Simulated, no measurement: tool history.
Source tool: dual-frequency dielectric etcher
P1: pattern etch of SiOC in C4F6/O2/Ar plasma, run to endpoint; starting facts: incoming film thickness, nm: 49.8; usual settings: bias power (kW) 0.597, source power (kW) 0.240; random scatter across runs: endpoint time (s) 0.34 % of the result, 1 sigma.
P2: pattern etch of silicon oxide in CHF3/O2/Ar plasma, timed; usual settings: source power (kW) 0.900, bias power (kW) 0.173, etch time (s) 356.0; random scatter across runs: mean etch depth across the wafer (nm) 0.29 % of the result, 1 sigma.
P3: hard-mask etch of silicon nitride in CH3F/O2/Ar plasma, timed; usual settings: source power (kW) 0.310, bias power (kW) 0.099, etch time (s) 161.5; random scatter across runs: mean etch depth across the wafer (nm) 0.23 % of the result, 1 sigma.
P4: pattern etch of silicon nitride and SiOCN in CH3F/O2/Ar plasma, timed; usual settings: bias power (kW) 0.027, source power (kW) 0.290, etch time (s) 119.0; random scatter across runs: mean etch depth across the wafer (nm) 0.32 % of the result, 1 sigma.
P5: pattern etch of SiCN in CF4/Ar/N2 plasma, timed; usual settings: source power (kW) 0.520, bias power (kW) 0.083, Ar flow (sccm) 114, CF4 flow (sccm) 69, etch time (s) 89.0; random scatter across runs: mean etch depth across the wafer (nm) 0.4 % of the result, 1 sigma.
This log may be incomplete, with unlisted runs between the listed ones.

run,hour,process that ran,bias power (kW),source power (kW),etch time (s),Ar flow (sccm),CF4 flow (sccm),hours since the last wet clean,hours since the last bias power generator calibration,hours since the last source power generator calibration,endpoint time (s),mean etch depth across the wafer (nm)
1,8.5,P1,0.597,0.240,,,,63.9,447.2,2294.1,18.912,
2,16.6,P2,0.173,0.900,356.0,,,72.0,455.3,2302.2,,780.1500
3,27.9,P1,0.456,0.240,,,,83.3,466.6,2313.5,20.859,
4,34.6,P1,0.597,0.240,,,,90.0,473.3,2320.2,18.779,
5,46.1,P4,0.027,0.290,71.0,,,101.5,484.8,2331.7,,9.3541
6,52.5,P1,0.597,0.240,,,,107.9,491.2,2338.1,18.826,
7,58.9,P5,0.083,0.520,65.5,114,69,114.3,497.6,2344.5,,66.2080
8,68.2,P3,0.099,0.310,161.5,,,123.6,506.9,2353.8,,116.6800
9,74.9,P1,0.597,0.240,,,,130.3,513.6,2360.5,18.945,
10,85.1,P4,0.020,0.290,119.0,,,140.5,523.8,2370.7,,13.5580
11,93.5,P1,0.377,0.320,,,,148.9,532.2,2379.1,20.177,
12,105.8,P3,0.099,0.190,161.5,,,161.2,544.5,2391.4,,97.3410
13,114.8,P5,0.109,0.520,89.0,114,69,170.2,553.5,2400.4,,100.0200
14,126.7,P1,0.716,0.240,,,,182.1,565.4,2412.3,17.564,
15,135.6,P2,0.205,0.900,356.0,,,191.0,574.3,2421.2,,824.9200
16,142.0,P4,0.027,0.190,119.0,,,197.4,580.7,2427.6,,13.6650
17,154.4,P2,0.173,1.260,356.0,,,209.8,593.1,2440.0,,896.9100
18,165.9,P1,0.597,0.320,,,,221.3,604.6,2451.5,16.974,
19,177.8,P2,0.173,0.900,196.0,,,233.2,616.5,2463.4,,428.4100
20,188.0,P3,0.099,0.310,242.5,,,243.4,626.7,2473.6,,173.6800
21,197.1,P1,0.597,0.180,,,,252.5,635.8,2482.7,21.073,
22,203.6,P5,0.083,0.520,89.0,114,83,259.0,642.3,2489.2,,92.0020
23,210.8,P1,0.597,0.240,,,,266.2,649.5,2496.4,18.928,
24,217.5,P5,0.083,0.370,89.0,114,69,272.9,656.2,2503.1,,66.7980
25,229.6,P5,0.083,0.520,89.0,84,69,285.0,668.3,2515.2,,93.5550
26,237.6,P1,0.597,0.240,,,,293.0,676.3,2523.2,18.936,
27,246.9,P4,0.027,0.290,119.0,,,302.3,685.6,2532.5,,15.5610

Run 28 is up next; what results do you expect?
# hour 256.9: source power generator calibrated
28,260.1,P1,0.439,0.330,,,,315.5,698.8,3.3,?,

{"run 28": {"endpoint time (s)": 18.802}}

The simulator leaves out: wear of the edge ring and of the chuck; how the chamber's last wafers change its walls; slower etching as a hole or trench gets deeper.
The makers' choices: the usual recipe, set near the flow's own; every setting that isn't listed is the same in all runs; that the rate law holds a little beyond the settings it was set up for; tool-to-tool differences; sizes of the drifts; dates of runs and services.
